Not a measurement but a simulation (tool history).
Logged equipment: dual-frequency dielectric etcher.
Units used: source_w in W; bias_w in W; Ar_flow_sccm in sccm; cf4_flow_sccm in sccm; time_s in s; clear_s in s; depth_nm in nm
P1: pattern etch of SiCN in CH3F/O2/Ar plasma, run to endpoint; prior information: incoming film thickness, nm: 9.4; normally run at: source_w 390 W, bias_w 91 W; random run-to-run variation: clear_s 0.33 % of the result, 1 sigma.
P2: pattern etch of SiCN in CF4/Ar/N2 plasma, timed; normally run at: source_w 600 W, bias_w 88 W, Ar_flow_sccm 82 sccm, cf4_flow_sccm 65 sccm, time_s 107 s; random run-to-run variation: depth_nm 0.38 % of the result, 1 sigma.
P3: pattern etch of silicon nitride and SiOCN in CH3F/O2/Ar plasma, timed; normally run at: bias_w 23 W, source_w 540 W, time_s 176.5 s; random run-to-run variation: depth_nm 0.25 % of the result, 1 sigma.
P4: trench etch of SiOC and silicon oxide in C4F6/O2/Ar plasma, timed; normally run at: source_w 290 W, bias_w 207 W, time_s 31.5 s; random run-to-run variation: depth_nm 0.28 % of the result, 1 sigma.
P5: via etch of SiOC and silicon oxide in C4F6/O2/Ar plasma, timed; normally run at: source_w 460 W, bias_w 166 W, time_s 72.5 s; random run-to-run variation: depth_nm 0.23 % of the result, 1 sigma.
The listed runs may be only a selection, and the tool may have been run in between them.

run	hour	process	source_w	bias_w	Ar_flow_sccm	cf4_flow_sccm	time_s	clear_s	depth_nm
1	5.9	P1	390	91				23.347	
2	11.6	P1	290	117				23.756	
3	14.3	P2	600	105	82	65	107		138.09
4	19.3	P5	460	236			72.5		94.625
5	23.5	P4	390	207			31.5		66.08
6	29.4	P1	540	113				19.082	
7	33.4	P4	290	141			31.5		51.99
8	38.1	P3	540	23			176.5		26.014
9	43.1	P1	390	91				23.369	
10	48.1	P1	510	91				21.237	
11	52.5	P1	390	91				23.441	
12	56.7	P3	540	15			176.5		21.952
13	60.4	P1	390	91				23.315	
14	66.1	P2	600	88	82	89	107		135.13
# hour 67.8: bias power generator calibrated
15	69.3	P2	710	88	82	65	107		150.15
16	72.9	P2	600	88	82	65	107		129.71
17	78.8	P2	600	88	106	65	107		124.36
18	81.6	P5	570	166			72.5		92.461
19	84.5	P4	290	207			31.5		58.863
20	88.4	P3	770	23			176.5		29.622
21	93.7	P5	460	166			50.5		59.162
# hour 95: wet clean of the chamber
22	97.2	P1	390	91				23.511	
23	102.2	P3	540	23			115.5		17.117
24	107.7	P1	390	69				25.921	
25	113.6	P5	460	166			72.5		84.586
26	117.1	P1	390	91				23.346	
27	120.6	P1	300	91				25.968	
28	126.6	P1	390	112				21.697	
29	129.4	P2	600	88	82	65	146		176.49
30	132.5	P4	290	207			45.5		84.983
31	136.9	P1	390	91				23.39	
32	141.6	P1	390	91				23.551	
33	144.7	P1	390	91				23.736	
34	148.7	P1	390	91				23.754	
35	154.7	P1	390	91				23.805	
# hour 158.3: wet clean of the chamber
36	160.5	P1	390	91				23.719	
37	166.8	P1	390	91				23.651	
38	170.7	P1	390	91				23.782	
39	173.6	P1	390	91				23.907	

Compared with where it was, what P1 gives has crept away. Each cause listed below fits the log as well as the rest, at the size given for it:
A: source power that arrives under what is set, % = 4.57
B: bias power that arrives under what is set, % = 4.58
At approximately hour 136.9, the process output began to creep.
Other possible causes, and why each is ruled out:
chamber walls in a state that lowers the etch rate, %: serviced at hour 158.3, after the change had begun; the process did not return to its earlier output

The 4 check runs listed below each average the results of 2 wafers, and their outcomes are marked with question marks. Under which run would the listed causes produce clearly different results?
check 1	176.5	P3	700	23			176.5		?
check 2	176.5	P2	600	88	101	65	132		?
check 3	176.5	P4	390	207			42.5		?
check 4	176.5	P5	540	166			53		?

Expected result of each check under each candidate cause:
check	result	if A	if B
check 1	depth_nm	28.199	28.097
check 2	depth_nm	148.85	152.49
check 3	depth_nm	87.313	87.558
check 4	depth_nm	64.82	65.074
Distance between the nearest two causes, measured in the result of the check that separates them most: check 1 0.36 %; check 2 2.42 %; check 3 0.28 %; check 4 0.39 %
Of the check runs offered, only check 2 discriminates between the causes; the rest would read about the same regardless of which cause applies.

Then check 2 was run and gave: depth_nm 153.25 nm. Which cause is it?

B is the cause: bias power that arrives under what is set, %.
